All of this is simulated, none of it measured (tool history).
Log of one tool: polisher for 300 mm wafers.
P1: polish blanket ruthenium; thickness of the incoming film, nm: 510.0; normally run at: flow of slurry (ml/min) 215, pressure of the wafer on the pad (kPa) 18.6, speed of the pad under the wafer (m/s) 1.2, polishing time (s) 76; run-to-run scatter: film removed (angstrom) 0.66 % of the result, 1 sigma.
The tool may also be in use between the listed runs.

| run | hour | flow of slurry (ml/min) | pressure of the wafer on the pad (kPa) | speed of the pad under the wafer (m/s) | polishing time (s) | wafers polished on this pad | hours since the slurry nozzle was cleaned | hours since the head pressure was calibrated | film removed (angstrom) |
|---|---|---|---|---|---|---|---|---|---|
| 1 | 5.5 | 215 | 18.6 | 1.2 | 76 | 307 | 470.9 | 548.3 | 1148.7 |
| 2 | 11.6 | 215 | 18.6 | 1.2 | 76 | 385 | 477 | 554.4 | 1165.9 |
| 3 | 15.5 | 215 | 18.6 | 1.2 | 116 | 435 | 480.9 | 558.3 | 1773.4 |
| 4 | 19.4 | 215 | 18.6 | 0.58 | 76 | 485 | 484.8 | 562.2 | 554.32 |
| 5 | 22.9 | 215 | 18.6 | 1.86 | 76 | 530 | 488.3 | 565.7 | 1814.9 |
| 6 | 28.4 | 215 | 18.6 | 1.2 | 46 | 601 | 493.8 | 571.2 | 700.28 |
| 7 | 34.5 | 215 | 27.6 | 1.2 | 76 | 679 | 499.9 | 577.3 | 1721.2 |
| 8 | 38.9 | 215 | 18.6 | 1.2 | 76 | 735 | 504.3 | 581.7 | 1162.4 |
| 9 | 43.7 | 215 | 18.6 | 1.2 | 76 | 797 | 509.1 | 586.5 | 1146.2 |
| 10 | 47.2 | 215 | 18.6 | 1.2 | 76 | 842 | 512.6 | 590 | 1143.1 |
| 11 | 52.2 | 290 | 18.6 | 1.2 | 76 | 906 | 517.6 | 595 | 1190.7 |
| 12 | 56.3 | 215 | 11.7 | 1.2 | 76 | 959 | 521.7 | 599.1 | 735.52 |
| 13 | 60 | 215 | 24.1 | 1.86 | 76 | 1006 | 525.4 | 602.8 | 2324.5 |
| 14 | 66.2 | 130 | 18.6 | 1.2 | 76 | 1086 | 531.6 | 609 | 1069.8 |
| 15 | 72.1 | 215 | 18.6 | 1.2 | 76 | 1161 | 537.5 | 614.9 | 1146.5 |
| 16 | 75.4 | 215 | 18.6 | 1.2 | 76 | 1204 | 540.8 | 618.2 | 1132.2 |
| 17 | 78.7 | 215 | 18.6 | 1.2 | 76 | 1246 | 544.1 | 621.5 | 1124.3 |
| 18 | 81.5 | 215 | 18.6 | 1.2 | 76 | 1282 | 546.9 | 624.3 | 1119.7 |
| 19 | 85.6 | 215 | 18.6 | 1.2 | 76 | 1334 | 551 | 628.4 | 1119.3 |
| 20 | 91.3 | 215 | 18.6 | 1.2 | 76 | 1408 | 556.7 | 634.1 | 1107.1 |
|  | 92.5 | worn pad replaced by a new one |
| 21 | 96.7 | 215 | 18.6 | 1.2 | 76 | 54 | 562.1 | 639.5 | 1091.7 |
| 22 | 101.2 | 215 | 18.6 | 1.2 | 76 | 112 | 566.6 | 644 | 1085.6 |
| 23 | 105.3 | 215 | 18.6 | 1.2 | 76 | 164 | 570.7 | 648.1 | 1097.6 |
| 24 | 109.5 | 215 | 18.6 | 1.2 | 76 | 218 | 574.9 | 652.3 | 1101.9 |
| 25 | 114.3 | 215 | 18.6 | 1.2 | 76 | 280 | 579.7 | 657.1 | 1105 |
| 26 | 117.2 | 215 | 18.6 | 1.2 | 76 | 317 | 582.6 | 660 | 1096.2 |

What P1 gives has crept away from where it was. These 2 causes fit the log equally well, each at the size given:
A: head's pressure below its setpoint, % = 5.42
B: slurry flow missing at the pad, % = 31.6
The creep began at about hour 72.1.
Why every other cause is out:
removal rate lost through wear of the pad, %: serviced at hour 92.5, which brought nothing back

4 check runs are offered, each on 3 wafers whose results are averaged, their results left as question marks. Which one tells the causes apart?
| check 1 | 120.1 | 140 | 26.2 | 1.2 | 76 |  |  |  | ? |
| check 2 | 120.1 | 215 | 27.6 | 1.2 | 49 |  |  |  | ? |
| check 3 | 120.1 | 215 | 18.6 | 0.84 | 113 |  |  |  | ? |
| check 4 | 120.1 | 215 | 18.6 | 1.82 | 97 |  |  |  | ? |

What each check would give under each cause:
| check | result | if A | if B |
|---|---|---|---|
| check 1 | film removed (angstrom) | 1444.9 | 1406.5 |
| check 2 | film removed (angstrom) | 1046.1 | 1046 |
| check 3 | film removed (angstrom) | 1139.8 | 1139.7 |
| check 4 | film removed (angstrom) | 2120 | 2119.8 |
How far apart the two closest causes lie, in the result that separates them most: check 1 2.7 %; check 2 0.01 %; check 3 0.01 %; check 4 0.01 %
Check 1 tells the causes apart: in the others they would give nearly the same result.

Check 1 was then run and gave: film removed (angstrom) 1439.4. Which cause is it?

It is A: head's pressure below its setpoint, %.

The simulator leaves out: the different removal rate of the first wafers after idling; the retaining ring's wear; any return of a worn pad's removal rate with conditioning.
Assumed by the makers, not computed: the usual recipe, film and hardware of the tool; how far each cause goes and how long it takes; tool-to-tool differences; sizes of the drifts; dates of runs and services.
